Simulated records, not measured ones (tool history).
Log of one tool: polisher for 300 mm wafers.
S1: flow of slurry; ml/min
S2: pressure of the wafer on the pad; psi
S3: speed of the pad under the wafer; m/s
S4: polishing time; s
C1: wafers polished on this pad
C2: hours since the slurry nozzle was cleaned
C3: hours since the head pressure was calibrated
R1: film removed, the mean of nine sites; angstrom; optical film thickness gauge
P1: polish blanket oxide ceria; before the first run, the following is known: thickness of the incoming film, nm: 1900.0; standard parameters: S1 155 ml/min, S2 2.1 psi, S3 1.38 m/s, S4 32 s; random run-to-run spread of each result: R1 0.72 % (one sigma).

| run | hour | S1 | S2 | S3 | S4 | C1 | C2 | C3 | R1 |
|---|---|---|---|---|---|---|---|---|---|
| 1 | 4.8 | 155 | 2.1 | 1.38 | 32 | 352 | 98.5 | 335.4 | 1103.3 |
| 2 | 10.1 | 155 | 2.1 | 1.38 | 32 | 431 | 103.8 | 340.7 | 1114.7 |
| 3 | 14.9 | 155 | 2.1 | 1.38 | 45 | 503 | 108.6 | 345.5 | 1561.6 |
| 4 | 25 | 155 | 2.1 | 1.38 | 32 | 653 | 118.7 | 355.6 | 1118.7 |
| 5 | 35.1 | 155 | 2.1 | 2.1 | 32 | 804 | 128.8 | 365.7 | 1698 |
|  | 37.8 | head pressure recalibrated |
| 6 | 43 | 155 | 1.4 | 1.38 | 32 | 922 | 136.7 | 5.3 | 733.34 |
| 7 | 49.1 | 155 | 2.1 | 0.9 | 32 | 1013 | 142.8 | 11.4 | 716.6 |
| 8 | 54.8 | 110 | 2.1 | 1.38 | 43 | 1099 | 148.5 | 17.1 | 1391.3 |
| 9 | 63.9 | 155 | 2.9 | 1.38 | 32 | 1235 | 157.6 | 26.2 | 1520.8 |
|  | 69.4 | slurry nozzle cleaned |
| 10 | 74.1 | 240 | 2.1 | 1.38 | 32 | 1387 | 4.8 | 36.4 | 1182.1 |
| 11 | 80.7 | 155 | 2.1 | 1.38 | 32 | 1486 | 11.4 | 43 | 1114.7 |
| 12 | 89.1 | 155 | 2.1 | 1.38 | 32 | 1611 | 19.8 | 51.4 | 1109.8 |
| 13 | 95.6 | 155 | 2.1 | 1.38 | 21 | 1708 | 26.3 | 57.9 | 732.39 |
| 14 | 104.2 | 95 | 2.1 | 1.38 | 32 | 1837 | 34.9 | 66.5 | 1004 |
| 15 | 111.5 | 155 | 2.1 | 1.38 | 32 | 1946 | 42.2 | 73.8 | 1111.4 |
| 16 | 121.1 | 155 | 2.1 | 1.38 | 32 | 2089 | 51.8 | 83.4 | 1101.1 |
| 17 | 131.4 | 155 | 2.1 | 1.38 | 32 | 2243 | 62.1 | 93.7 | 1071.4 |
| 18 | 140.5 | 155 | 2.1 | 1.38 | 32 | 2379 | 71.2 | 102.8 | 1072 |

Predict the results of run 19:
| 19 | 149.4 | 155 | 2.1 | 1.38 | 32 | 2512 | 80.1 | 111.7 | ? |

R1: 1054.2 angstrom

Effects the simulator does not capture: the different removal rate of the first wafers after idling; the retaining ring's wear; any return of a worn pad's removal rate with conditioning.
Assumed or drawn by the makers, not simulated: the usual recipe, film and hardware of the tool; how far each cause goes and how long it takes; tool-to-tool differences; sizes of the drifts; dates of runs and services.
